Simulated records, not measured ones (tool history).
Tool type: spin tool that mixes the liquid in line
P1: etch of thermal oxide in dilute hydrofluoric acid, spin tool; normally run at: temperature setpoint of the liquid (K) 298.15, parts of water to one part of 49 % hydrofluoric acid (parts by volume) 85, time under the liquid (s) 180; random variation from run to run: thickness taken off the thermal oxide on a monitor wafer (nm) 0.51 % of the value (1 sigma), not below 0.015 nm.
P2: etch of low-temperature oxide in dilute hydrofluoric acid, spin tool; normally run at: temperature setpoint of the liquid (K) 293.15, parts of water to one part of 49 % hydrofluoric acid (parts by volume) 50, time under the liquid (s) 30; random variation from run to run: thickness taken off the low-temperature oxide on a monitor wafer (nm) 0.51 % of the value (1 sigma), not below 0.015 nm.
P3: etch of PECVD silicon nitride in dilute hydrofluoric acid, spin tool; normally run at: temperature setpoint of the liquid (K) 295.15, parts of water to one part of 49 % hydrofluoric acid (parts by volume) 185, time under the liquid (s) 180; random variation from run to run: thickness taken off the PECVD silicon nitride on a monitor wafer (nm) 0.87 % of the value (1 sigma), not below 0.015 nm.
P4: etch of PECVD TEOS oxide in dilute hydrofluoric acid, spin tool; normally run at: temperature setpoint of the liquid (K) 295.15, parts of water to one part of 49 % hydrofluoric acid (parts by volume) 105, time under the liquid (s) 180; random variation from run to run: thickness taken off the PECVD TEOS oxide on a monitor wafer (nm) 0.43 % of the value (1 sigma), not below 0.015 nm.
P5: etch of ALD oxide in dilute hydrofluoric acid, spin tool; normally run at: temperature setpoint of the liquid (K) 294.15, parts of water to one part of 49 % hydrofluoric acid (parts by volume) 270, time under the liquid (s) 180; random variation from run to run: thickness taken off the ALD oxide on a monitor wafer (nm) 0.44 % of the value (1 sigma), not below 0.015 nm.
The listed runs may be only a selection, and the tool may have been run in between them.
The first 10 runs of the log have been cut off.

run	hour	process that ran	temperature setpoint of the liquid (K)	parts of water to one part of 49 % hydrofluoric acid (parts by volume)	time under the liquid (s)	hours since the thermometer was replaced	hours since the hydrofluoric acid flow meter was replaced	thickness taken off the thermal oxide on a monitor wafer (nm)	thickness taken off the PECVD TEOS oxide on a monitor wafer (nm)	thickness taken off the low-temperature oxide on a monitor wafer (nm)	thickness taken off the PECVD silicon nitride on a monitor wafer (nm)	thickness taken off the ALD oxide on a monitor wafer (nm)
11	140.1	P3	303.15	185	180	992.9	547.2				4.1727	
12	149	P1	298.15	25	180	1001.8	556.1	38.363				
13	166.5	P5	294.15	270	15	1019.3	573.6					0.52002
14	176.8	P2	293.15	50	15	1029.6	583.9			4.5741		
15	187.9	P1	305.65	85	180	1040.7	595	13.863				
16	197.2	P1	298.15	125	180	1050	604.3	6.713				
17	209.6	P1	298.15	85	180	1062.4	616.7	10.421				
18	218.6	P1	298.15	85	180	1071.4	625.7	10.45				
19	227.2	P1	298.15	85	180	1080	634.3	10.398				
20	236.2	P5	294.15	270	180	1089	643.3					6.3106
21	244.9	P4	295.15	160	180	1097.7	652		8.3764			
22	258	P3	295.15	75	180	1110.8	665.1				6.2243	
23	272.1	P2	293.15	50	30	1124.9	679.2			9.0613		
24	286.7	P4	295.15	105	180	1139.5	693.8		13.542			
25	301.1	P4	295.15	105	180	1153.9	708.2		13.536			

Estimate the outcome of run 26 from the log above:
26	319.1	P1	298.15	85	30	1171.9	726.2	?				

Run 26 came out at thickness taken off the thermal oxide on a monitor wafer (nm) 1.7303.
